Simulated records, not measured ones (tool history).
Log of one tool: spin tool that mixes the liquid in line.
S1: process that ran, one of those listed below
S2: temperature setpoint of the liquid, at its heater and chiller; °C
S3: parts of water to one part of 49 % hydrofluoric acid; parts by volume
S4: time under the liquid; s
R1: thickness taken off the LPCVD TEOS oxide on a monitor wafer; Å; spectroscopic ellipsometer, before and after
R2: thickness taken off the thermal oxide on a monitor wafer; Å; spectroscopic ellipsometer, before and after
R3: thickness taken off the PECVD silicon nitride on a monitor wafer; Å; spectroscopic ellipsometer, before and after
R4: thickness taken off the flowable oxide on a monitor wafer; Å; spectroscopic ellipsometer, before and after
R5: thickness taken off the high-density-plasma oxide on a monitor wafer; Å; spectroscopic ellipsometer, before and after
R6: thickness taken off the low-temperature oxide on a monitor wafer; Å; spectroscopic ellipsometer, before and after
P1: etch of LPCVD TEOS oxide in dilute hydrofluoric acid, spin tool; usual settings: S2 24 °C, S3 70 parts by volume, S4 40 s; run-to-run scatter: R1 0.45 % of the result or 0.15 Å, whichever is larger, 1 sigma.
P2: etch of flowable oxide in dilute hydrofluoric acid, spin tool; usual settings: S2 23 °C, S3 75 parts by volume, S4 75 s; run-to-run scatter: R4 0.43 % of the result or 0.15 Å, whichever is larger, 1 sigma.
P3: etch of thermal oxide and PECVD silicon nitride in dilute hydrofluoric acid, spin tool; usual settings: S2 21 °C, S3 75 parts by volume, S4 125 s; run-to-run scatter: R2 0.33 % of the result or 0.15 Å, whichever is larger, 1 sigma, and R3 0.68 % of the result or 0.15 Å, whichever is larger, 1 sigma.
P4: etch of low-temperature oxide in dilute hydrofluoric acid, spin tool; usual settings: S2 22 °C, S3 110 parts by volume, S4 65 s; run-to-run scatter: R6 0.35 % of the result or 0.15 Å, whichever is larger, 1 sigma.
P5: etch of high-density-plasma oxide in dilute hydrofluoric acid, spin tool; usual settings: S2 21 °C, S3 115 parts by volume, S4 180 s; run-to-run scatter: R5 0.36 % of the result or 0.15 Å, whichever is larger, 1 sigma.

run	hour	S1	S2	S3	S4	R1	R2	R3	R4	R5	R6
1	13.8	P1	24	70	40	170.44					
2	20.9	P3	21	75	240		137	74.415			
3	36.6	P1	24	70	15	64.258					
4	48.8	P2	23	75	15				79.972		
5	63.3	P1	20	125	40	76.509					
6	72.3	P1	24	70	40	171.29					
7	80.3	P5	21	175	180					51.757	
8	92.1	P1	24	100	40	114.9					
9	103.3	P1	24	70	40	170.14					
10	112.2	P1	31.5	70	40	228.59					
11	123.6	P3	21	75	125		71.498	39.264			
12	135.5	P1	24	70	65	279.75					
13	144.8	P1	24	45	40	274.35					
14	157.9	P5	29	115	180					114.09	
15	166.5	P1	24	70	40	171.98					
16	181.2	P4	22	165	65						82.693
17	190	P4	22	110	100						205.12
18	197.7	P2	23	75	75				396.4		
19	213.2	P1	24	70	40	171.09					
20	225.5	P3	21	75	125		72.076	39.053			
21	234.9	P5	21	115	70					32.395	
22	250.6	P1	24	35	65	578.51					
23	264.5	P1	24	70	40	172.04					
24	275.7	P2	23	75	75				396.74		
25	283.4	P2	23	130	75				214.76		
26	296.7	P3	21	20	125		287.81	140.78			
27	310.1	P4	17	110	65						107.3
28	325.6	P3	29.5	75	125		100.8	68.893			
29	335.2	P2	30	75	75				524.86		
30	343	P4	22	110	65						132.96
31	357.2	P5	21	115	180					83.86	
32	368.8	P1	17	70	40	127.88					
33	377.9	P1	24	70	40	170.28					
34	385.1	P1	24	70	40	174.76					
35	393.6	P1	24	70	40	178.85					
36	409	P1	24	70	40	181.79					
37	424	P1	24	70	40	183.85					

Run 38 comes next. What will it give?
38	437.6	P1	24	70	40	?					

Run 38 gave R1 185.04 Å.
